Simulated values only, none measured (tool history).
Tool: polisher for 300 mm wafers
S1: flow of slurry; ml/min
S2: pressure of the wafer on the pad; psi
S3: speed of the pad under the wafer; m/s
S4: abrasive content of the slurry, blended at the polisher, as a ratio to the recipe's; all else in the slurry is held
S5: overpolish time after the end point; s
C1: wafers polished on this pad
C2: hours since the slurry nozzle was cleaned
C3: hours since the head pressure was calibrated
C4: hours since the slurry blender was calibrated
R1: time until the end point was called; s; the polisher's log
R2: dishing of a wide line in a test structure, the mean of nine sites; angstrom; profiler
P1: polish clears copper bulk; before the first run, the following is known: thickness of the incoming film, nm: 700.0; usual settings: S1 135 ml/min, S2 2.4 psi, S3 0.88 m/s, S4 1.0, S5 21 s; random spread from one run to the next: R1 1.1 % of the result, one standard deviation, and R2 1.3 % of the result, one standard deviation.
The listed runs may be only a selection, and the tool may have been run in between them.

run	hour	S1	S2	S3	S4	S5	C1	C2	C3	C4	R1	R2
1	2.3	135	2.4	0.88	1.0	21	374	494.9	498.1	87.2	101.530	601.26
2	5.5	135	2.4	0.88	1.0	35	404	498.1	501.3	90.4	104.390	680.59
3	10.0	135	2.4	0.88	1.4	21	445	502.6	505.8	94.9	93.548	600.77
4	13.4	135	3.0	0.88	1.0	21	477	506.0	509.2	98.3	79.919	653.37
5	17.2	135	2.4	0.62	1.0	21	512	509.8	513.0	102.1	144.270	491.92
6	20.2	135	2.4	0.88	1.0	21	540	512.8	516.0	105.1	100.490	582.10
7	24.9	135	2.4	0.88	1.0	21	583	517.5	520.7	109.8	102.180	585.98
8	27.9	135	2.4	0.88	0.7	21	611	520.5	523.7	112.8	109.580	564.41
9	30.3	180	2.4	0.88	1.0	21	633	522.9	526.1	115.2	95.235	587.58
10	33.7	80	2.4	0.88	1.0	21	664	526.3	529.5	118.6	115.680	559.29
11	36.6	135	2.4	0.88	1.0	21	691	529.2	532.4	121.5	99.575	596.15
12	38.8	135	2.4	0.88	1.0	21	712	531.4	534.6	123.7	98.618	594.33
13	41.4	135	2.4	1.18	1.0	21	736	534.0	537.2	126.3	75.231	649.14
14	45.1	135	1.3	0.88	1.0	21	770	537.7	540.9	130.0	185.520	404.45
15	47.4	135	2.4	0.88	1.0	21	791	540.0	543.2	132.3	98.683	589.61
# hour 47.8: slurry blender recalibrated
16	51.7	100	2.4	0.48	1.0	21	831	544.3	547.5	3.9	200.410	413.63
17	55.5	135	2.4	0.88	1.0	6	866	548.1	551.3	7.7	101.980	272.02
18	58.8	135	2.4	0.88	1.0	21	897	551.4	554.6	11.0	101.410	581.38
19	62.0	135	2.4	0.88	1.0	21	926	554.6	557.8	14.2	105.210	597.65
20	64.6	135	2.4	0.88	1.0	21	950	557.2	560.4	16.8	107.220	577.97
21	66.8	135	2.4	0.88	1.0	21	971	559.4	562.6	19.0	109.140	558.63
22	68.8	135	2.4	0.88	1.0	21	989	561.4	564.6	21.0	109.880	562.39
23	72.6	135	2.4	0.88	1.0	21	1024	565.2	568.4	24.8	115.160	568.38
# hour 73.2: slurry blender recalibrated
24	77.1	135	2.4	0.88	1.0	21	1066	569.7	572.9	3.9	110.970	569.38
# hour 79.2: head pressure recalibrated
25	79.2	135	2.4	0.88	1.0	21	1086	571.8	0.1	6.0	113.540	562.30
26	82.8	135	2.4	0.88	1.0	21	1119	575.4	3.7	9.6	112.540	556.11
27	86.5	135	2.4	0.88	1.0	21	1153	579.1	7.4	13.3	114.610	546.54
28	89.4	135	2.4	0.88	1.0	21	1180	582.0	10.3	16.2	115.010	572.55

P1 no longer gives what it gave before; its output has crept away from where it was. The following 2 causes, each at its listed size, fit the log equally well:
A: removal rate lost through wear of the pad, % = 10.8
B: slurry flow missing at the pad, % = 37.9
The creep began at about hour 58.8.
Ruled out, with reasons:
head's pressure below its setpoint, %: serviced after onset, at hour 79.2, with no recovery of the prior output
abrasive missing from the slurry, %: serviced after onset, at hour 73.2, with no recovery of the prior output

Which of the check runs below tells the causes apart, meaning the causes would give it clearly different results? Each run uses 2 wafers whose results are averaged, and each result is shown as a question mark.
check 1	92.3	135	2.4	0.88	1.30	21					?	?
check 2	92.3	80	2.9	0.88	1.00	21					?	?
check 3	92.3	135	2.4	0.88	1.35	21					?	?
check 4	92.3	135	2.4	1.08	1.00	21					?	?

Expected result of each check under each candidate cause:
check	result	if A	if B
check 1	R1	107.450	107.460
check 1	R2	573.13	573.12
check 2	R1	107.050	114.120
check 2	R2	584.19	567.71
check 3	R1	106.560	106.560
check 3	R2	575.15	575.14
check 4	R1	92.698	92.703
check 4	R2	607.43	607.42
Per check, the gap between the least separated pair of causes, taken in the result that splits them most: check 1 0.01 %; check 2 6.4 %; check 3 0.01 %; check 4 0.01 %
Check 2 distinguishes between the causes, while the remaining checks would return nearly the same result for all of them.

Check 2 was carried out, with these results: R1 108.210 s; R2 583.37 angstrom. Which of the listed causes is responsible?

A is the cause: removal rate lost through wear of the pad, %.
